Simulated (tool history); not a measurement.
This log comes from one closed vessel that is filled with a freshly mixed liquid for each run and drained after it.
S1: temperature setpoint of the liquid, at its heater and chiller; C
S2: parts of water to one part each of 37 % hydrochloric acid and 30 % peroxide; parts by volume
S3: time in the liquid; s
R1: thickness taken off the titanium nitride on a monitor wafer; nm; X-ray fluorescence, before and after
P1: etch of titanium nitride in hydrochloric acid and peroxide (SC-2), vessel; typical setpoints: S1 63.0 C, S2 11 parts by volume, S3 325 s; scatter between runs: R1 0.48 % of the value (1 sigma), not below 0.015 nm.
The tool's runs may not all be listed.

run	day	S1	S2	S3	R1
1	0.142	63.0	11	325	16.6160
2	0.308	63.0	11	325	16.6260
# day 0.346: chemicals flow meter replaced
3	0.454	53.5	11	325	9.0993
4	0.604	63.0	11	325	16.5030
5	0.842	72.0	4	325	61.7220
6	1.012	63.0	11	325	16.5390
# day 1.129: thermometer replaced
7	1.162	63.0	18	325	10.8290
8	1.271	63.0	11	625	31.9890
9	1.475	63.0	11	40	2.0358
10	1.612	63.0	11	325	16.5370
11	1.792	63.0	4	325	35.6680
12	2.000	72.0	11	325	28.4040
13	2.171	63.0	11	325	16.4580
14	2.379	63.0	11	325	16.4500
15	2.521	63.0	11	325	17.2340
16	2.750	63.0	11	325	17.6940
17	2.954	63.0	11	325	17.7930
18	3.146	63.0	11	325	17.8530
19	3.275	63.0	11	325	17.9190
20	3.429	63.0	11	325	18.0010

P1 no longer gives what it gave before; its output has crept away from where it was. The following 2 causes, each at its listed size, fit the log equally well:
A: chemicals flow above the setpoint (%) = 9.59
B: liquid hotter than its thermometer reads (K) = 1.26
Onset of the creep was near day 2.379.
Excluded causes, each with its reason:
peroxide weaker than its label (%): capped at 8; at that size R1 would change by -7.4 %, too little to explain the creep or opposite to it

You are offered 4 check runs, listed below with question marks in place of their results; each one averages 3 wafers. Which run separates the listed causes by giving clearly different results for each?
check 1	3.583	56.5	11	435	?
check 2	3.583	72.0	11	560	?
check 3	3.583	71.0	11	590	?
check 4	3.583	54.0	4	325	?

Expected result of each check under each candidate cause:
check	result	if A	if B
check 1	R1	15.9560	16.0110
check 2	R1	53.0340	52.8440
check 3	R1	52.6940	52.5270
check 4	R1	21.6110	22.0820
Per check, the gap between the least separated pair of causes, taken in the result that splits them most: check 1 0.35 %; check 2 0.36 %; check 3 0.32 %; check 4 2.16 %
Check 4 distinguishes between the causes, while the remaining checks would return nearly the same result for all of them.

Check 4 was carried out, with these results: R1 21.6700 nm. Which of the listed causes is responsible?

A is the cause: chemicals flow above the setpoint (%).
